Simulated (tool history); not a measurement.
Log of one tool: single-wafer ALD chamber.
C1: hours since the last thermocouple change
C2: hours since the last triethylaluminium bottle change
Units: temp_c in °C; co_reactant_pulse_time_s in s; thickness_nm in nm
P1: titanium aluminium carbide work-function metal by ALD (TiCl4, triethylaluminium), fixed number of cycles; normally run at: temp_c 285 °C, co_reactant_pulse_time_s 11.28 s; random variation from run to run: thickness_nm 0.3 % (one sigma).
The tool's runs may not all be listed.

{"run": 1, "hour": 8.3, "temp_c": 285, "co_reactant_pulse_time_s": 11.28, "C1": 1784.5, "C2": 288.2, "thickness_nm": 1.8718}
{"run": 2, "hour": 18.0, "temp_c": 285, "co_reactant_pulse_time_s": 16.54, "C1": 1794.2, "C2": 297.9, "thickness_nm": 1.9121}
{"run": 3, "hour": 33.7, "temp_c": 285, "co_reactant_pulse_time_s": 11.28, "C1": 1809.9, "C2": 313.6, "thickness_nm": 1.8669}
{"run": 4, "hour": 45.9, "temp_c": 285, "co_reactant_pulse_time_s": 11.28, "C1": 1822.1, "C2": 325.8, "thickness_nm": 1.8662}
{"run": 5, "hour": 53.5, "temp_c": 285, "co_reactant_pulse_time_s": 5.68, "C1": 1829.7, "C2": 333.4, "thickness_nm": 1.6347}
{"run": 6, "hour": 63.0, "temp_c": 285, "co_reactant_pulse_time_s": 11.28, "C1": 1839.2, "C2": 342.9, "thickness_nm": 1.8763}
{"run": 7, "hour": 70.3, "temp_c": 285, "co_reactant_pulse_time_s": 11.28, "C1": 1846.5, "C2": 350.2, "thickness_nm": 1.8689}
{"run": 8, "hour": 82.3, "temp_c": 268, "co_reactant_pulse_time_s": 11.28, "C1": 1858.5, "C2": 362.2, "thickness_nm": 1.7286}
{"run": 9, "hour": 89.1, "temp_c": 285, "co_reactant_pulse_time_s": 11.28, "C1": 1865.3, "C2": 369.0, "thickness_nm": 1.8589}
{"run": 10, "hour": 101.4, "temp_c": 270, "co_reactant_pulse_time_s": 4.31, "C1": 1877.6, "C2": 381.3, "thickness_nm": 1.3734}
{"run": 11, "hour": 109.6, "temp_c": 308, "co_reactant_pulse_time_s": 11.28, "C1": 1885.8, "C2": 389.5, "thickness_nm": 2.0635}
{"run": 12, "hour": 123.0, "temp_c": 285, "co_reactant_pulse_time_s": 11.28, "C1": 1899.2, "C2": 402.9, "thickness_nm": 1.8676}
{"run": 13, "hour": 135.7, "temp_c": 285, "co_reactant_pulse_time_s": 11.28, "C1": 1911.9, "C2": 415.6, "thickness_nm": 1.8421}
{"run": 14, "hour": 149.5, "temp_c": 285, "co_reactant_pulse_time_s": 11.28, "C1": 1925.7, "C2": 429.4, "thickness_nm": 1.8485}
{"run": 15, "hour": 156.5, "temp_c": 285, "co_reactant_pulse_time_s": 11.28, "C1": 1932.7, "C2": 436.4, "thickness_nm": 1.8285}
{"run": 16, "hour": 167.9, "temp_c": 285, "co_reactant_pulse_time_s": 11.28, "C1": 1944.1, "C2": 447.8, "thickness_nm": 1.8367}

The next listed run, before its measurement:
{"run": 17, "hour": 182.4, "temp_c": 285, "co_reactant_pulse_time_s": 11.28, "C1": 1958.6, "C2": 462.3, "thickness_nm": "?"}

{"run 17": {"thickness_nm": 1.8294}}

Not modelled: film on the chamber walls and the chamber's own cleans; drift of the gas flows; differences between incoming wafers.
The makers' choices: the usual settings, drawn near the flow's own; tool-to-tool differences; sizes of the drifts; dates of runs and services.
